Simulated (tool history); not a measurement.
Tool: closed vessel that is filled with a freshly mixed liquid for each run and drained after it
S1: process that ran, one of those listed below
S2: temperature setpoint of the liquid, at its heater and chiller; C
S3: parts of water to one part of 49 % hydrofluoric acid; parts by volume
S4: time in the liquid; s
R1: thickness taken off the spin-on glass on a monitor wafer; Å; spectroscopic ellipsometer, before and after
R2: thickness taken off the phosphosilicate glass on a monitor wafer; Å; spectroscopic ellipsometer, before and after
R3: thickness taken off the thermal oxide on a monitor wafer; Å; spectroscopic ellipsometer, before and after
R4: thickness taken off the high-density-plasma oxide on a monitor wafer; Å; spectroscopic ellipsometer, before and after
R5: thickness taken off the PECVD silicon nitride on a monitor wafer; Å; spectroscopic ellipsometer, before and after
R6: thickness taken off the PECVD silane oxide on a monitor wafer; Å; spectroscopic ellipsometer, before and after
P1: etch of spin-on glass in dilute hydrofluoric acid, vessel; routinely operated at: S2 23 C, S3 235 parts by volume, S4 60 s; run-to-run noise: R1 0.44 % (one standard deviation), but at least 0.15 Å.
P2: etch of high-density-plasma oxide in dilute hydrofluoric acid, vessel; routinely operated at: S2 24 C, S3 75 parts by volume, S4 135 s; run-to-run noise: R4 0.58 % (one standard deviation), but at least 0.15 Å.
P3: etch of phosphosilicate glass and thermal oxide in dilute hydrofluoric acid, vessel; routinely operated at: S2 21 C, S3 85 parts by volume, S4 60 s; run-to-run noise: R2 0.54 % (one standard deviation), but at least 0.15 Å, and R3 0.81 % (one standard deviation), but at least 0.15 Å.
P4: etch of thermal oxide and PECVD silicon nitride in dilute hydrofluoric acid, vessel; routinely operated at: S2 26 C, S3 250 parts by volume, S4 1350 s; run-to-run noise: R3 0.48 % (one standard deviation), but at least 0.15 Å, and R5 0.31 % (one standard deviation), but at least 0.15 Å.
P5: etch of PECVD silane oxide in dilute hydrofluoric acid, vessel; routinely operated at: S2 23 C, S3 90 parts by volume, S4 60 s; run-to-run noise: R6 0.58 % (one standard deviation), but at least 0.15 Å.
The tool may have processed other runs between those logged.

run 1 hour=9 | S1=P1 S2=23 S3=235 S4=60 | R1=136.67
run 2 hour=18 | S1=P1 S2=23 S3=235 S4=60 | R1=136.62
run 3 hour=33.5 | S1=P1 S2=17 S3=235 S4=60 | R1=108.15
run 4 hour=46.3 | S1=P1 S2=23 S3=235 S4=30 | R1=68.534
run 5 hour=61.2 | S1=P1 S2=23 S3=365 S4=60 | R1=77.648
run 6 hour=78.6 | S1=P3 S2=29 S3=85 S4=60 | R2=503.02 R3=41.941
run 7 hour=93.2 | S1=P3 S2=21 S3=130 S4=60 | R2=228.07 R3=19.153
run 8 hour=106 | S1=P1 S2=27 S3=235 S4=60 | R1=157.92
run 9 hour=116.8 | S1=P2 S2=24 S3=75 S4=255 | R4=336.93
run 10 hour=125.3 | S1=P4 S2=26 S3=45 S4=1350 | R3=1637.9 R5=1277.9
run 11 hour=143 | S1=P5 S2=23 S3=155 S4=60 | R6=76.321
run 12 hour=159.9 | S1=P1 S2=23 S3=235 S4=60 | R1=136.09
run 13 hour=179.2 | S1=P1 S2=18.5 S3=320 S4=60 | R1=79.181
-- hour=186.3 thermometer replaced
run 14 hour=190.5 | S1=P1 S2=23 S3=235 S4=60 | R1=135.88
run 15 hour=201.8 | S1=P1 S2=23 S3=235 S4=60 | R1=135.73
run 16 hour=217.2 | S1=P5 S2=29 S3=90 S4=60 | R6=180.78
run 17 hour=228.4 | S1=P4 S2=26 S3=250 S4=80 | R3=13.715 R5=13.783
run 18 hour=246.5 | S1=P4 S2=31 S3=250 S4=1350 | R3=271.85 R5=312.63
run 19 hour=264.7 | S1=P3 S2=21 S3=85 S4=115 | R2=701.66 R3=57.683
run 20 hour=277.2 | S1=P1 S2=23 S3=235 S4=110 | R1=251.25
run 21 hour=294.5 | S1=P5 S2=23 S3=90 S4=60 | R6=143.62
run 22 hour=304.3 | S1=P4 S2=26 S3=250 S4=1350 | R3=229.58 R5=232.01
run 23 hour=320.5 | S1=P2 S2=24 S3=140 S4=135 | R4=88.429
run 24 hour=330.7 | S1=P2 S2=24 S3=75 S4=135 | R4=176.35
run 25 hour=344 | S1=P1 S2=19.5 S3=415 S4=60 | R1=57.852
run 26 hour=353.9 | S1=P1 S2=23 S3=235 S4=60 | R1=136.61
run 27 hour=363.5 | S1=P5 S2=23 S3=90 S4=30 | R6=71.919
run 28 hour=372.6 | S1=P2 S2=17 S3=75 S4=135 | R4=133.62
run 29 hour=389.9 | S1=P1 S2=23 S3=65 S4=60 | R1=597.26
run 30 hour=405.8 | S1=P2 S2=24 S3=75 S4=135 | R4=177.44
run 31 hour=423.2 | S1=P4 S2=26 S3=250 S4=1350 | R3=229.33 R5=232.76
run 32 hour=431.9 | S1=P3 S2=21 S3=85 S4=60 | R2=367.55 R3=30.49
run 33 hour=440.3 | S1=P1 S2=23 S3=235 S4=60 | R1=135.32
run 34 hour=454.4 | S1=P1 S2=23 S3=235 S4=60 | R1=132.23
run 35 hour=464.8 | S1=P1 S2=23 S3=235 S4=60 | R1=130.84
run 36 hour=477.4 | S1=P1 S2=23 S3=235 S4=60 | R1=129.63
run 37 hour=488.3 | S1=P1 S2=23 S3=235 S4=60 | R1=127.43
run 38 hour=500.4 | S1=P1 S2=23 S3=235 S4=60 | R1=127.2
run 39 hour=508.8 | S1=P1 S2=23 S3=235 S4=60 | R1=126.62
run 40 hour=524.7 | S1=P1 S2=23 S3=235 S4=60 | R1=125.93
run 41 hour=533.3 | S1=P1 S2=23 S3=235 S4=60 | R1=124.71
run 42 hour=551.5 | S1=P1 S2=23 S3=235 S4=60 | R1=126.39
run 43 hour=566.5 | S1=P1 S2=23 S3=235 S4=60 | R1=124.99
run 44 hour=584.8 | S1=P1 S2=23 S3=235 S4=60 | R1=124.63

What P1 gives has crept off from where it sat before. The 2 causes that follow fit the log equally well, each at the size noted:
A: hydrofluoric acid flow below the setpoint (%) = 6.94
B: liquid colder than its thermometer reads (K) = 2.42
Creep in the process output first set in at about hour 440.3.

Of the 4 check runs listed below, each run on one wafer and each result written as a question mark, which would let you distinguish the listed causes because they would give clearly different results?
run check 1 hour=603.1 | S1=P5 S2=23 S3=130 S4=60 | R6=?
run check 2 hour=603.1 | S1=P4 S2=29.5 S3=125 S4=1350 | R3=? R5=?
run check 3 hour=603.1 | S1=P3 S2=27.5 S3=120 S4=60 | R2=? R3=?
run check 4 hour=603.1 | S1=P2 S2=24 S3=110 S4=135 | R4=?

Expected result of each check under each candidate cause:
check=check_1 result=R6 if_A=87.322 if_B=86.201
check=check_2 result=R3 if_A=555.56 if_B=552.26
check=check_2 result=R5 if_A=540.39 if_B=499.07
check=check_3 result=R2 if_A=294.77 if_B=292.12
check=check_3 result=R3 if_A=24.432 if_B=24.213
check=check_4 result=R4 if_A=106.7 if_B=105.17
Minimum pairwise separation of causes per check, each pair taken at its best-separating result: check 1 1.29 %; check 2 7.95 %; check 3 0.9 %; check 4 1.45 %
Check 2 distinguishes between the causes, while the remaining checks would return nearly the same result for all of them.

Check 2 was carried out, with these results: R3 556.02 Å; R5 540.34 Å. Which of the listed causes is responsible?

A is the cause: hydrofluoric acid flow below the setpoint (%).

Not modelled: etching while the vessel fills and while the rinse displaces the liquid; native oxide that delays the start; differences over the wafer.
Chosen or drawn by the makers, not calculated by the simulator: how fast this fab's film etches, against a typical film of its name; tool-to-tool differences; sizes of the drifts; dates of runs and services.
